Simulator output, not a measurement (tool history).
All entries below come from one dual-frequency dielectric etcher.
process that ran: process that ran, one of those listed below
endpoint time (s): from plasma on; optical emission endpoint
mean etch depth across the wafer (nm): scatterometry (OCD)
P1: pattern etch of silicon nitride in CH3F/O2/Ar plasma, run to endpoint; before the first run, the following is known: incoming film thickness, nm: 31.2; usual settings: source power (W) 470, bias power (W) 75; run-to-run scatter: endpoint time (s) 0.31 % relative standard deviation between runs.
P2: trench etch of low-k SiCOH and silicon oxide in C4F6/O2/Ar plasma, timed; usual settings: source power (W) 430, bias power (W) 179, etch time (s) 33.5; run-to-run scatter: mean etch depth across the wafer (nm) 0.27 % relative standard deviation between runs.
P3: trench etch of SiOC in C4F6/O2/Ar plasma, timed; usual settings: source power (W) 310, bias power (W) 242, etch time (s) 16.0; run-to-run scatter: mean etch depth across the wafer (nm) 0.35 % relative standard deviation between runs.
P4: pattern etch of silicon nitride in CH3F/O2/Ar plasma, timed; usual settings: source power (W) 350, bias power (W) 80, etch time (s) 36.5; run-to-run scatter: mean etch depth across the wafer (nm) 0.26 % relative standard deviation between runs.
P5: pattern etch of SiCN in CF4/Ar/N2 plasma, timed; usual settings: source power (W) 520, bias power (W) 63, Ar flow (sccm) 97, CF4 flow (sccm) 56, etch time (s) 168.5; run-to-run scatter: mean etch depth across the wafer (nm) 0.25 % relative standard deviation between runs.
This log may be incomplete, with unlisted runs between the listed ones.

run,day,process that ran,source power (W),bias power (W),etch time (s),Ar flow (sccm),CF4 flow (sccm),hours since the last wet clean,hours since the last source power generator calibration,hours since the last bias power generator calibration,endpoint time (s),mean etch depth across the wafer (nm)
1,0.296,P1,470,75,,,,117.5,886.4,2492.0,42.983,
2,0.550,P3,310,307,16.0,,,123.6,892.5,2498.1,,36.411
3,0.746,P5,520,63,168.5,71,56,128.3,897.2,2502.8,,156.730
4,1.062,P3,310,242,12.0,,,135.9,904.8,2510.4,,24.914
5,1.338,P1,560,75,,,,142.5,911.4,2517.0,39.810,
# day 1.392: wet clean of the chamber
6,1.554,P3,310,242,16.0,,,3.9,916.6,2522.2,,33.577
7,1.842,P2,250,179,33.5,,,10.8,923.5,2529.1,,86.543
8,2.096,P4,350,64,36.5,,,16.9,929.6,2535.2,,24.059
# day 2.154: source power generator calibrated
9,2.458,P1,470,51,,,,25.6,7.3,2543.9,48.415,
10,2.762,P1,610,101,,,,32.9,14.6,2551.2,34.918,
11,3.108,P4,500,80,36.5,,,41.2,22.9,2559.5,,29.711
12,3.271,P2,430,127,33.5,,,45.1,26.8,2563.4,,96.340
13,3.471,P1,580,54,,,,49.9,31.6,2568.2,43.944,
14,3.704,P2,430,179,20.0,,,55.5,37.2,2573.8,,63.742
15,3.929,P1,470,75,,,,60.9,42.6,2579.2,43.034,
16,4.142,P5,520,63,252.0,97,56,66.0,47.7,2584.3,,223.600
17,4.446,P2,430,179,33.5,,,73.3,55.0,2591.6,,106.570
18,4.658,P5,520,63,168.5,97,37,78.4,60.1,2596.7,,138.900
19,5.012,P1,350,75,,,,86.9,68.6,2605.2,47.825,
20,5.200,P2,430,179,33.5,,,91.4,73.1,2609.7,,106.920
21,5.508,P1,310,100,,,,98.8,80.5,2617.1,45.081,
22,5.808,P5,520,63,168.5,97,56,106.0,87.7,2624.3,,148.710
23,6.000,P1,470,75,,,,110.6,92.3,2628.9,42.624,
24,6.183,P1,470,75,,,,115.0,96.7,2633.3,42.826,
25,6.504,P3,210,242,16.0,,,122.7,104.4,2641.0,,28.810
# day 6.608: bias power generator calibrated
26,6.871,P5,520,63,168.5,97,56,131.5,113.2,6.4,,149.520
27,7.225,P4,350,80,51.5,,,140.0,121.7,14.9,,36.738
28,7.433,P5,720,63,168.5,97,56,145.0,126.7,19.9,,198.880
29,7.783,P1,470,103,,,,153.4,135.1,28.3,38.131,
30,8.050,P5,520,47,168.5,97,56,159.8,141.5,34.7,,135.420
31,8.362,P1,470,75,,,,167.3,149.0,42.2,42.627,
32,8.725,P4,350,80,36.5,,,176.0,157.7,50.9,,25.976
33,9.042,P1,470,75,,,,183.6,165.3,58.5,42.962,
34,9.225,P1,470,75,,,,188.0,169.7,62.9,42.788,
35,9.438,P1,470,75,,,,193.1,174.8,68.0,43.064,
36,9.625,P1,470,75,,,,197.6,179.3,72.5,43.279,
37,9.971,P1,470,75,,,,205.9,187.6,80.8,43.232,
# day 10.025: wet clean of the chamber
38,10.258,P1,470,75,,,,5.6,194.5,87.7,43.519,
39,10.588,P1,470,75,,,,13.5,202.4,95.6,43.597,
40,10.758,P1,470,75,,,,17.6,206.5,99.7,43.350,
41,10.921,P1,470,75,,,,21.5,210.4,103.6,43.492,
42,11.258,P1,470,75,,,,29.6,218.5,111.7,43.448,

Something has made what P1 gives creep away from where it was; the 2 causes below, each at its own stated size, fit the log equally well:
A: source power that arrives under what is set, % = 3.95
B: bias power that arrives under what is set, % = 4.41
Onset of the creep was near day 9.225.
What rules out each remaining cause:
chamber walls in a state that lowers the etch rate, %: serviced at day 10.025, after the drift had started, without restoring the earlier output

Below are 4 check runs, each on a single wafer, with their results shown as question marks. Which of them would tell the listed causes apart, meaning the causes would give clearly different results under it?
check 1,11.596,P4,480,80,36.5,,,,,,,?
check 2,11.596,P5,700,63,168.5,97,56,,,,,?
check 3,11.596,P3,310,282,16.0,,,,,,,?
check 4,11.596,P2,430,134,22.0,,,,,,,?

What every check run would give for each of its results, assuming each possible cause in turn:
check,result,if A,if B
check 1,mean etch depth across the wafer (nm),28.774,28.766
check 2,mean etch depth across the wafer (nm),186.860,190.720
check 3,mean etch depth across the wafer (nm),34.631,34.611
check 4,mean etch depth across the wafer (nm),63.284,63.466
Per-check spread between the two closest causes, in the result where they differ most: check 1 0.03 %; check 2 2.04 %; check 3 0.06 %; check 4 0.29 %
Of the check runs offered, only check 2 discriminates between the causes; the rest would read about the same regardless of which cause applies.

After running check 2, the following was obtained: mean etch depth across the wafer (nm) 191.080. Which cause does this point to?

It was cause B: bias power that arrives under what is set, %.
